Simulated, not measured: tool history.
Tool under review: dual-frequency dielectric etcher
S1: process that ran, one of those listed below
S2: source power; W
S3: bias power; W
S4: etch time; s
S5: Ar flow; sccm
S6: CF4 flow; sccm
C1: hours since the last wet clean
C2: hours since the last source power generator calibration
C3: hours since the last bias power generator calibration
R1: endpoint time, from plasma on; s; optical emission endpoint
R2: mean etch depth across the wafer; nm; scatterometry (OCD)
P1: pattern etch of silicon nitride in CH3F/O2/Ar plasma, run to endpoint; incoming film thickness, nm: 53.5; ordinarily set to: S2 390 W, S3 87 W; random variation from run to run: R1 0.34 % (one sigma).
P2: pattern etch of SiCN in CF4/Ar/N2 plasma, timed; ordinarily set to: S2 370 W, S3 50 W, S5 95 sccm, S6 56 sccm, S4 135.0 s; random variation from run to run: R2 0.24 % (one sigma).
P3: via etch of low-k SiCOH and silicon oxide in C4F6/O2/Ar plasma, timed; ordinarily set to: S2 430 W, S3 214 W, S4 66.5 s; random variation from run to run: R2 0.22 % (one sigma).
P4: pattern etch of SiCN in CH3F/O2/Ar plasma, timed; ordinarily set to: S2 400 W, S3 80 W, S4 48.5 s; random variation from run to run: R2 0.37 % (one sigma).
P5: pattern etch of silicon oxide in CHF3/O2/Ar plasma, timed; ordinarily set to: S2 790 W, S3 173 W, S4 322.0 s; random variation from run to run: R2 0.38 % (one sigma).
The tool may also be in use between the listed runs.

run   hour  S1   S2   S3     S4  S5  S6     C1     C2      C3      R1       R2
  1    6.8  P1  390   87                 143.0  687.7  1852.2  73.188
  2   12.8  P4  510   80   48.5          149.0  693.7  1858.2           20.720
  3   20.6  P2  370   50  135.0  95  66  156.8  701.5  1866.0           84.730
  4   28.3  P2  510   50  135.0  95  56  164.5  709.2  1873.7          109.680
  5   39.2  P1  390   87                 175.4  720.1  1884.6  73.137
  6   51.3  P1  390   87                 187.5  732.2  1896.7  73.363
  7   57.9  P3  430  214   66.5          194.1  738.8  1903.3          190.320
  8   64.6  P5  790  173  322.0          200.8  745.5  1910.0          690.640
  9   73.5  P3  290  214   66.5          209.7  754.4  1918.9          163.660
 10   81.3  P2  370   50  135.0  95  56  217.5  762.2  1926.7           82.445
 11   92.8  P5  950  173  322.0          229.0  773.7  1938.2          744.030
 12  100.0  P1  500   52                 236.2  780.9  1945.4  79.150
 13  106.1  P2  370   50  135.0  59  56  242.3  787.0  1951.5           88.860
 14  116.1  P2  370   67  135.0  95  56  252.3  797.0  1961.5           91.562
 15  123.8  P3  430  300   66.5          260.0  804.7  1969.2          213.110
 16  129.5  P1  230   87                 265.7  810.4  1974.9  89.087
 17  141.8  P4  400  102   48.5          278.0  822.7  1987.2           20.668
 18  152.6  P4  400   80   28.5          288.8  833.5  1998.0           11.079
 19  162.9  P2  370   50  135.0  95  56  299.1  843.8  2008.3           82.361
     171.1  -- bias power generator calibrated
 20  171.2  P5  790  124  322.0          307.4  852.1     0.1          620.040
 21  178.2  P1  390   87                 314.4  859.1     7.1  73.011
 22  185.5  P1  390   87                 321.7  866.4    14.4  73.179
 23  194.6  P4  400   80   48.5          330.8  875.5    23.5           18.869
 24  202.1  P1  390   65                 338.3  883.0    31.0  80.933
 25  214.2  P1  280   57                 350.4  895.1    43.1  95.972
 26  225.9  P2  370   50  176.5  95  56  362.1  906.8    54.8          107.880
 27  232.7  P1  390  112                 368.9  913.6    61.6  66.382
 28  244.7  P3  430  214   66.5          380.9  925.6    73.6          190.780
 29  253.1  P1  470   87                 389.3  934.0    82.0  68.089
 30  262.0  P5  790  173  460.0          398.2  942.9    90.9          994.050
 31  271.7  P3  430  214   43.0          407.9  952.6   100.6          122.650
 32  280.7  P1  390   87                 416.9  961.6   109.6  73.513
 33  288.0  P1  390   87                 424.2  968.9   116.9  73.661
 34  293.6  P1  390   87                 429.8  974.5   122.5  73.767

For run 35, what comes out?
 35  303.0  P1  390  87              439.2  983.9  131.9   ?

R1: 74.410 s
